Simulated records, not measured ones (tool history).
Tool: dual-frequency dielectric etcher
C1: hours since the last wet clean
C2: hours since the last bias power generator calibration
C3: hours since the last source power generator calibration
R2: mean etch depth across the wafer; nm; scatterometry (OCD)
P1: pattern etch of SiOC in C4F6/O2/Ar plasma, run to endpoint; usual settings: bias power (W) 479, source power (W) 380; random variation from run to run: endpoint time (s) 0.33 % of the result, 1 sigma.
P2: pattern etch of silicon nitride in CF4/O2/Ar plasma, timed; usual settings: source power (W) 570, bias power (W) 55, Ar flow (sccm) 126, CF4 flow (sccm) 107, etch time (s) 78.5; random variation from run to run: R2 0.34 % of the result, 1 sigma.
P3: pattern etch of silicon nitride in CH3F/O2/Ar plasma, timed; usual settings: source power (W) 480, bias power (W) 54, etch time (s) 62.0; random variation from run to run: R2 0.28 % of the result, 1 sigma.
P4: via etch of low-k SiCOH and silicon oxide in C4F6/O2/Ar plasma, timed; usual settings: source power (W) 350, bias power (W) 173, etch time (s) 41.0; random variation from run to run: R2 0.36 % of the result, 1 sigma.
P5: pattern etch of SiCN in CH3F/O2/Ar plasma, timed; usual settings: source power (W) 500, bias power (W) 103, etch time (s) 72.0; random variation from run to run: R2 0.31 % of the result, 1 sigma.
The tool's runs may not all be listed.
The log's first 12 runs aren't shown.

Run 13, day 6.304: process that ran P1, bias power (W) 570, source power (W) 470; C1 336.7; C2 2951.1; C3 480.2. Result: endpoint time (s) 12.596.
Run 14, day 6.625: process that ran P1, bias power (W) 479, source power (W) 260; C1 344.4; C2 2958.8; C3 487.9. Result: endpoint time (s) 16.699.
Run 15, day 7.229: process that ran P1, bias power (W) 479, source power (W) 540; C1 358.9; C2 2973.3; C3 502.4. Result: endpoint time (s) 12.772.
Run 16, day 7.875: process that ran P3, bias power (W) 54, source power (W) 480, etch time (s) 77.0; C1 374.4; C2 2988.8; C3 517.9. Result: R2 53.257 nm.
Run 17, day 8.408: process that ran P1, bias power (W) 479, source power (W) 380; C1 387.2; C2 3001.6; C3 530.7. Result: endpoint time (s) 14.508.
Run 18, day 8.788: process that ran P2, bias power (W) 55, source power (W) 570, etch time (s) 44.0, Ar flow (sccm) 126, CF4 flow (sccm) 107; C1 396.3; C2 3010.7; C3 539.8. Result: R2 95.652 nm.
Run 19, day 9.388: process that ran P3, bias power (W) 33, source power (W) 480, etch time (s) 62.0; C1 410.7; C2 3025.1; C3 554.2. Result: R2 36.861 nm.
Run 20, day 9.692: process that ran P1, bias power (W) 479, source power (W) 380; C1 418.0; C2 3032.4; C3 561.5. Result: endpoint time (s) 14.521.
Run 21, day 10.071: process that ran P3, bias power (W) 54, source power (W) 660, etch time (s) 62.0; C1 427.1; C2 3041.5; C3 570.6. Result: R2 48.474 nm.
Run 22, day 10.375: process that ran P1, bias power (W) 479, source power (W) 380; C1 434.4; C2 3048.8; C3 577.9. Result: endpoint time (s) 14.481.
Run 23, day 10.792: process that ran P3, bias power (W) 54, source power (W) 480, etch time (s) 62.0; C1 444.4; C2 3058.8; C3 587.9. Result: R2 42.851 nm.
Run 24, day 11.242: process that ran P2, bias power (W) 55, source power (W) 760, etch time (s) 78.5, Ar flow (sccm) 126, CF4 flow (sccm) 107; C1 455.2; C2 3069.6; C3 598.7. Result: R2 219.530 nm.
Run 25, day 11.550: process that ran P5, bias power (W) 103, source power (W) 610, etch time (s) 72.0; C1 462.6; C2 3077.0; C3 606.1. Result: R2 36.844 nm.
At day 11.679: source power generator calibrated.
Run 26, day 12.071: process that ran P1, bias power (W) 647, source power (W) 380; C1 475.1; C2 3089.5; C3 9.5. Result: endpoint time (s) 12.999.
Run 27, day 12.388: process that ran P2, bias power (W) 55, source power (W) 570, etch time (s) 78.5, Ar flow (sccm) 126, CF4 flow (sccm) 74; C1 482.7; C2 3097.1; C3 17.1. Result: R2 161.090 nm.
Run 28, day 12.721: process that ran P4, bias power (W) 112, source power (W) 350, etch time (s) 41.0; C1 490.7; C2 3105.1; C3 25.1. Result: R2 86.571 nm.
Run 29, day 13.350: process that ran P2, bias power (W) 68, source power (W) 570, etch time (s) 78.5, Ar flow (sccm) 126, CF4 flow (sccm) 107; C1 505.8; C2 3120.2; C3 40.2. Result: R2 185.710 nm.
Run 30, day 13.746: process that ran P2, bias power (W) 55, source power (W) 570, etch time (s) 78.5, Ar flow (sccm) 126, CF4 flow (sccm) 107; C1 515.3; C2 3129.7; C3 49.7. Result: R2 169.810 nm.
Run 31, day 14.267: process that ran P1, bias power (W) 326, source power (W) 480; C1 527.8; C2 3142.2; C3 62.2. Result: endpoint time (s) 15.358.

Forecast run 32:
Run 32, day 14.808: process that ran P5, bias power (W) 103, source power (W) 500, etch time (s) 48.0; C1 540.8; C2 3155.2; C3 75.2. Result: R2 ?.

R2: 22.735 nm
